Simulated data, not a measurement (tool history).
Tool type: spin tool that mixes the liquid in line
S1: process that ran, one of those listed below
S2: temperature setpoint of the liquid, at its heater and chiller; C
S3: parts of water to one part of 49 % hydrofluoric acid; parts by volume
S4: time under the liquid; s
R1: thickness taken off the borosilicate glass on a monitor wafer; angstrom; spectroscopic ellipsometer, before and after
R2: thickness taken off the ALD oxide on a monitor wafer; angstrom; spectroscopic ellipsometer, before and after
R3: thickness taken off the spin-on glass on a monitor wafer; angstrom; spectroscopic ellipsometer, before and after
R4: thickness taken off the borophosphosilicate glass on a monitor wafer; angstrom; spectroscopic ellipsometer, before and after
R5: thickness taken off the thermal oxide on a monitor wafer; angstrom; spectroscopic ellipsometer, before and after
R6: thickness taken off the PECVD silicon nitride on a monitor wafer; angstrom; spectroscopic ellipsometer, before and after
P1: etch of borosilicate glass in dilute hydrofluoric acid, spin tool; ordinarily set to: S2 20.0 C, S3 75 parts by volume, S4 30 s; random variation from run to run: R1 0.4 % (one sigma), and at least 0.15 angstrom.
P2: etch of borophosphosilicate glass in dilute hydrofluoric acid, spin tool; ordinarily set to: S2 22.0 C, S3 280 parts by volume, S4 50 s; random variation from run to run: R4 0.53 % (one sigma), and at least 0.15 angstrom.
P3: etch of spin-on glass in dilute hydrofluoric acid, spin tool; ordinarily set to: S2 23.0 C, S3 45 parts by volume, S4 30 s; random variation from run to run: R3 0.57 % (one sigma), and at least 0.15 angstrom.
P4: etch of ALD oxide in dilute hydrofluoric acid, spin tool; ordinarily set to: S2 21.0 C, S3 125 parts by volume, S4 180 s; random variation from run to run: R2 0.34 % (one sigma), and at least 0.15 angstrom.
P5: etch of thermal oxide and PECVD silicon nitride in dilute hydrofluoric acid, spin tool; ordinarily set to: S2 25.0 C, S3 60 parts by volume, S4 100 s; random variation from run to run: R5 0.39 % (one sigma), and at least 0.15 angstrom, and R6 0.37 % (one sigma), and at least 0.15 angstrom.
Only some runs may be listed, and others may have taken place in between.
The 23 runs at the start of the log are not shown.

| run | hour | S1 | S2 | S3 | S4 | R1 | R2 | R3 | R4 | R5 | R6 |
|---|---|---|---|---|---|---|---|---|---|---|---|
| 24 | 111.6 | P1 | 20.0 | 75 | 30 | 98.503 |  |  |  |  |  |
| 25 | 117.6 | P3 | 23.0 | 45 | 15 |  |  | 201.09 |  |  |  |
| 26 | 121.2 | P1 | 20.0 | 110 | 45 | 96.899 |  |  |  |  |  |
| 27 | 126.1 | P1 | 17.0 | 75 | 30 | 87.697 |  |  |  |  |  |
| 28 | 129.3 | P5 | 25.0 | 60 | 175 |  |  |  |  | 145.640 | 125.850 |
| 29 | 133.1 | P5 | 25.0 | 60 | 100 |  |  |  |  | 83.418 | 71.794 |
| 30 | 138.8 | P4 | 21.0 | 125 | 180 |  | 170.64 |  |  |  |  |
| 31 | 143.4 | P1 | 20.0 | 75 | 30 | 99.503 |  |  |  |  |  |
| 32 | 149.3 | P1 | 20.0 | 75 | 30 | 96.123 |  |  |  |  |  |
| 33 | 154.8 | P1 | 20.0 | 75 | 30 | 95.149 |  |  |  |  |  |
| 34 | 158.5 | P1 | 20.0 | 75 | 30 | 93.794 |  |  |  |  |  |
| 35 | 164.0 | P1 | 20.0 | 75 | 30 | 93.494 |  |  |  |  |  |
| 36 | 167.4 | P1 | 20.0 | 75 | 30 | 94.068 |  |  |  |  |  |

Run 37 has not been measured yet. What should we expect?
| 37 | 173.3 | P1 | 20.0 | 75 | 30 | ? |  |  |  |  |  |

{"run 37": {"R1": 93.079}}
